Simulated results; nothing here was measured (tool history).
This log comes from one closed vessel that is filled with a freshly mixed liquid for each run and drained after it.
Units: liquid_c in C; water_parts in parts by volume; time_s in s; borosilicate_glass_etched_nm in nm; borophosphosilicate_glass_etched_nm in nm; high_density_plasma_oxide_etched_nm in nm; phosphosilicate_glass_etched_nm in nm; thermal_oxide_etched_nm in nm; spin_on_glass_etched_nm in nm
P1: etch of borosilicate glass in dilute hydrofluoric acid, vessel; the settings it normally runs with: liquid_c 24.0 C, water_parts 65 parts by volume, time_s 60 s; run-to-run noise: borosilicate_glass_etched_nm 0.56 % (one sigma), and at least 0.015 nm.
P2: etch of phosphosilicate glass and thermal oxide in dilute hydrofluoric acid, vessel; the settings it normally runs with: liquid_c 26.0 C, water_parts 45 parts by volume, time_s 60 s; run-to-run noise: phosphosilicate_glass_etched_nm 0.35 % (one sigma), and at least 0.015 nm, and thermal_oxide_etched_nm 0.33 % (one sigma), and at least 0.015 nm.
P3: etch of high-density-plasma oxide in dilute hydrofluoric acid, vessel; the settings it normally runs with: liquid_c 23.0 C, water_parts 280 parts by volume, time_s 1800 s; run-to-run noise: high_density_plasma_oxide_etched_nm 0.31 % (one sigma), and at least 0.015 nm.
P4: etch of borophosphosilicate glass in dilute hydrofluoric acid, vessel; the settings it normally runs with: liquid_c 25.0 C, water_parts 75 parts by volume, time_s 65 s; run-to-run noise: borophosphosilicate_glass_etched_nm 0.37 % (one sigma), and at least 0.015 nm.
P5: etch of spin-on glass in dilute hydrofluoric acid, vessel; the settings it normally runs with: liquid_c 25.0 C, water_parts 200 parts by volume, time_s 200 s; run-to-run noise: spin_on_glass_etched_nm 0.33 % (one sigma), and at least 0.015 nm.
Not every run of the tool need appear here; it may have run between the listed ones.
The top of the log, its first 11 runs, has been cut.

run   hour  process  liquid_c  water_parts  time_s  hours since the thermometer was replaced  hours since the hydrofluoric acid flow meter was replaced  borosilicate_glass_etched_nm  borophosphosilicate_glass_etched_nm  high_density_plasma_oxide_etched_nm  phosphosilicate_glass_etched_nm  thermal_oxide_etched_nm  spin_on_glass_etched_nm
 12  128.5       P1      24.0           65      30                                    1309.9                                                      413.7                        22.548
 13  137.6       P1      24.0           65      60                                    1319.0                                                      422.8                        45.594
 14  150.9       P5      25.0          200      75                                    1332.3                                                      436.1                                                                                                                                                                                     9.4786
 15  164.2       P5      25.0          200     200                                    1345.6                                                      449.4                                                                                                                                                                                    25.3920
 16  174.6       P1      24.0           65      60                                    1356.0                                                      459.8                        45.630
 17  187.8       P1      24.0           65      60                                    1369.2                                                      473.0                        45.692
 18  203.1       P2      26.0           45      60                                    1384.5                                                      488.3                                                                                                                                  131.930                   7.0010
 19  218.6       P1      20.0           20      60                                    1400.0                                                      503.8                       132.040
 20  228.7       P3      23.0          280    1800                                    1410.1                                                      513.9                                                                                                 28.4990
 21  239.2       P5      18.5          200     200                                    1420.6                                                      524.4                                                                                                                                                                                    19.8110
 22  250.2       P3      23.0          280    1800                                    1431.6                                                      535.4                                                                                                 28.5840
 23  264.7       P2      22.0           45      60                                    1446.1                                                      549.9                                                                                                                                  111.840                   5.8968
 24  278.2       P2      26.0           70      60                                    1459.6                                                      563.4                                                                                                                                   82.142                   4.3439
 25  288.9       P5      25.0           65     200                                    1470.3                                                      574.1                                                                                                                                                                                    91.4770
 26  300.2       P3      29.5          280    1800                                    1481.6                                                      585.4                                                                                                 35.7080
 27  315.8       P1      24.0           25      60                                    1497.2                                                      601.0                       125.020

Forecast run 28:
 28  324.4       P4      25.0           75      65                                    1505.8                                                      609.6                                                                  ?

Run 28 produced borophosphosilicate_glass_etched_nm 47.566 nm.
